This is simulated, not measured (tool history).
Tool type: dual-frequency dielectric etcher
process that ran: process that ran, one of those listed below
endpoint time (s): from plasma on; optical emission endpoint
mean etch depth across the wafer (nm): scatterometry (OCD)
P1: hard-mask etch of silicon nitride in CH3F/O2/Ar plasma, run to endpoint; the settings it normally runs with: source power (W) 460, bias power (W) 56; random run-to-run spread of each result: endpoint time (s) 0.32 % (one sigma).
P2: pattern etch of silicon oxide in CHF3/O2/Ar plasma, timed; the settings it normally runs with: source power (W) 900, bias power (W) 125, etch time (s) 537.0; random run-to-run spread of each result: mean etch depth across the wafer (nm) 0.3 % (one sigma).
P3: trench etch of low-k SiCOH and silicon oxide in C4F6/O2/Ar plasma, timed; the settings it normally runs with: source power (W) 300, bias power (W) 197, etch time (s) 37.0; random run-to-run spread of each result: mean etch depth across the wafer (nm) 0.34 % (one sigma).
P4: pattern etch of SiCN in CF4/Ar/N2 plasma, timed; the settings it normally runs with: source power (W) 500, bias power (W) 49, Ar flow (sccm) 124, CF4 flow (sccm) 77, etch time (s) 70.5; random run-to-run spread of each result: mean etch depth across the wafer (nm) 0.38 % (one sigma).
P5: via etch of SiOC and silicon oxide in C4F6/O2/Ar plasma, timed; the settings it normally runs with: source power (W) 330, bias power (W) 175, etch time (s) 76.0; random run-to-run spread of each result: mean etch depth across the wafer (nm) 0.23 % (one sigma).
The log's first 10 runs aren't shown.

run   hour  process that ran  source power (W)  bias power (W)  etch time (s)  Ar flow (sccm)  CF4 flow (sccm)  hours since the last wet clean  hours since the last source power generator calibration  hours since the last bias power generator calibration  endpoint time (s)  mean etch depth across the wafer (nm)
 11  116.0                P1               340              56                                                                           461.8                                                     39.5                                                 1477.4             46.077
 12  122.6                P5               430             175           76.0                                                            468.4                                                     46.1                                                 1484.0                                                    86.806
 13  130.4                P3               210             197           37.0                                                            476.2                                                     53.9                                                 1491.8                                                    94.609
 14  137.9                P1               460              40                                                                           483.7                                                     61.4                                                 1499.3             45.410
 15  145.6                P3               300             257           37.0                                                            491.4                                                     69.1                                                 1507.0                                                   118.810
 16  152.9                P2               900             102          537.0                                                            498.7                                                     76.4                                                 1514.3                                                  1037.700
 17  165.1                P4               500              49           70.5             124              100                           510.9                                                     88.6                                                 1526.5                                                    60.263
     169.0  -- bias power generator calibrated
 18  174.7                P4               370              49           70.5             124               77                           520.5                                                     98.2                                                    5.7                                                    44.159
 19  183.9                P1               460              56                                                                           529.7                                                    107.4                                                   14.9             41.012
 20  197.7                P3               300             197           24.5                                                            543.5                                                    121.2                                                   28.7                                                    71.798
 21  206.0                P5               330             245           76.0                                                            551.8                                                    129.5                                                   37.0                                                    87.502
 22  217.9                P3               300             197           37.0                                                            563.7                                                    141.4                                                   48.9                                                   108.420
 23  231.9                P1               460              56                                                                           577.7                                                    155.4                                                   62.9             41.203
 24  243.3                P4               500              49           70.5             146               77                           589.1                                                    166.8                                                   74.3                                                    56.265
 25  253.8                P3               300             197           37.0                                                            599.6                                                    177.3                                                   84.8                                                   107.890
 26  264.1                P4               500              49           53.5             124               77                           609.9                                                    187.6                                                   95.1                                                    43.773
 27  277.9                P2               900             125          716.5                                                            623.7                                                    201.4                                                  108.9                                                  1470.000
 28  285.4                P2               900             125          537.0                                                            631.2                                                    208.9                                                  116.4                                                  1102.400
 29  291.8                P1               580              41                                                                           637.6                                                    215.3                                                  122.8             41.202
 30  303.5                P1               460              56                                                                           649.3                                                    227.0                                                  134.5             40.941
 31  310.3                P1               460              56                                                                           656.1                                                    233.8                                                  141.3             41.309
 32  319.9                P1               460              56                                                                           665.7                                                    243.4                                                  150.9             41.291
 33  333.9                P1               460              56                                                                           679.7                                                    257.4                                                  164.9             41.301

Predict the results of run 34:
     337.6  -- wet clean of the chamber
 34  340.2                P1               460              56                                                                             2.7                                                    263.7                                                  171.2                  ?

For run 34 the tool returned endpoint time (s) 41.874.
